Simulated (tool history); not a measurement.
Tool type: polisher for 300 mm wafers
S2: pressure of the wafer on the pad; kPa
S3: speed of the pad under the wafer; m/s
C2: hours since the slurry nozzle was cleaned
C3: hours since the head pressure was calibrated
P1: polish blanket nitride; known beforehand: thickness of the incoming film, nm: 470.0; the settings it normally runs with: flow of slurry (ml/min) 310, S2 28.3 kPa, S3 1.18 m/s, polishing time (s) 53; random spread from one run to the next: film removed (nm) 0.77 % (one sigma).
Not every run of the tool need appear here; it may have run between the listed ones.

{"run": 1, "day": 0.288, "flow of slurry (ml/min)": 310, "S2": 28.3, "S3": 1.18, "polishing time (s)": 53, "wafers polished on this pad": 231, "C2": 101.4, "C3": 483.1, "film removed (nm)": 116.89}
{"run": 2, "day": 0.562, "flow of slurry (ml/min)": 310, "S2": 41.4, "S3": 1.18, "polishing time (s)": 53, "wafers polished on this pad": 300, "C2": 108, "C3": 489.7, "film removed (nm)": 170.01}
{"run": 3, "day": 0.929, "flow of slurry (ml/min)": 310, "S2": 28.3, "S3": 1.8, "polishing time (s)": 53, "wafers polished on this pad": 392, "C2": 116.8, "C3": 498.5, "film removed (nm)": 164.31}
{"run": 4, "day": 1.408, "flow of slurry (ml/min)": 310, "S2": 17.2, "S3": 1.18, "polishing time (s)": 53, "wafers polished on this pad": 512, "C2": 128.3, "C3": 510, "film removed (nm)": 70.091}
{"run": 5, "day": 1.742, "flow of slurry (ml/min)": 310, "S2": 28.3, "S3": 1.18, "polishing time (s)": 53, "wafers polished on this pad": 596, "C2": 136.3, "C3": 518, "film removed (nm)": 118.15}
{"run": 6, "day": 2.183, "flow of slurry (ml/min)": 310, "S2": 28.3, "S3": 1.18, "polishing time (s)": 39, "wafers polished on this pad": 707, "C2": 146.9, "C3": 528.6, "film removed (nm)": 85.544}
{"run": 7, "day": 2.471, "flow of slurry (ml/min)": 310, "S2": 28.3, "S3": 1.18, "polishing time (s)": 53, "wafers polished on this pad": 779, "C2": 153.8, "C3": 535.5, "film removed (nm)": 116.75}
{"run": 8, "day": 2.771, "flow of slurry (ml/min)": 310, "S2": 34.5, "S3": 1.18, "polishing time (s)": 74, "wafers polished on this pad": 854, "C2": 161, "C3": 542.7, "film removed (nm)": 197.6}
{"run": 9, "day": 3.179, "flow of slurry (ml/min)": 310, "S2": 14.5, "S3": 0.88, "polishing time (s)": 53, "wafers polished on this pad": 957, "C2": 170.8, "C3": 552.5, "film removed (nm)": 47.238}
{"run": 10, "day": 3.592, "flow of slurry (ml/min)": 470, "S2": 28.3, "S3": 1.18, "polishing time (s)": 53, "wafers polished on this pad": 1061, "C2": 180.7, "C3": 562.4, "film removed (nm)": 120.27}
{"run": 11, "day": 3.967, "flow of slurry (ml/min)": 310, "S2": 28.3, "S3": 1.18, "polishing time (s)": 53, "wafers polished on this pad": 1155, "C2": 189.7, "C3": 571.4, "film removed (nm)": 118.52}
{"run": 12, "day": 4.4, "flow of slurry (ml/min)": 310, "S2": 28.3, "S3": 1.18, "polishing time (s)": 53, "wafers polished on this pad": 1263, "C2": 200.1, "C3": 581.8, "film removed (nm)": 116.31}
{"run": 13, "day": 4.608, "flow of slurry (ml/min)": 310, "S2": 28.3, "S3": 1.18, "polishing time (s)": 81, "wafers polished on this pad": 1316, "C2": 205.1, "C3": 586.8, "film removed (nm)": 177.27}
{"run": 14, "day": 4.862, "flow of slurry (ml/min)": 445, "S2": 28.3, "S3": 0.54, "polishing time (s)": 53, "wafers polished on this pad": 1380, "C2": 211.2, "C3": 592.9, "film removed (nm)": 63.745}
{"run": 15, "day": 5.246, "flow of slurry (ml/min)": 185, "S2": 28.3, "S3": 1.18, "polishing time (s)": 53, "wafers polished on this pad": 1476, "C2": 220.4, "C3": 602.1, "film removed (nm)": 110.65}
{"run": 16, "day": 5.65, "flow of slurry (ml/min)": 310, "S2": 28.3, "S3": 1.18, "polishing time (s)": 53, "wafers polished on this pad": 1577, "C2": 230.1, "C3": 611.8, "film removed (nm)": 115.58}
{"run": 17, "day": 6.058, "flow of slurry (ml/min)": 310, "S2": 28.3, "S3": 0.6, "polishing time (s)": 53, "wafers polished on this pad": 1680, "C2": 239.9, "C3": 621.6, "film removed (nm)": 68.281}
{"run": 18, "day": 6.321, "flow of slurry (ml/min)": 310, "S2": 28.3, "S3": 1.18, "polishing time (s)": 53, "wafers polished on this pad": 1746, "C2": 246.2, "C3": 627.9, "film removed (nm)": 116.5}
{"run": 19, "day": 6.625, "flow of slurry (ml/min)": 310, "S2": 28.3, "S3": 1.18, "polishing time (s)": 53, "wafers polished on this pad": 1822, "C2": 253.5, "C3": 635.2, "film removed (nm)": 114.38}

Forecast run 20:
{"run": 20, "day": 7.062, "flow of slurry (ml/min)": 310, "S2": 28.3, "S3": 1.18, "polishing time (s)": 53, "wafers polished on this pad": 1932, "C2": 264, "C3": 645.7, "film removed (nm)": "?"}

For run 20 the tool returned film removed (nm) 113.14.
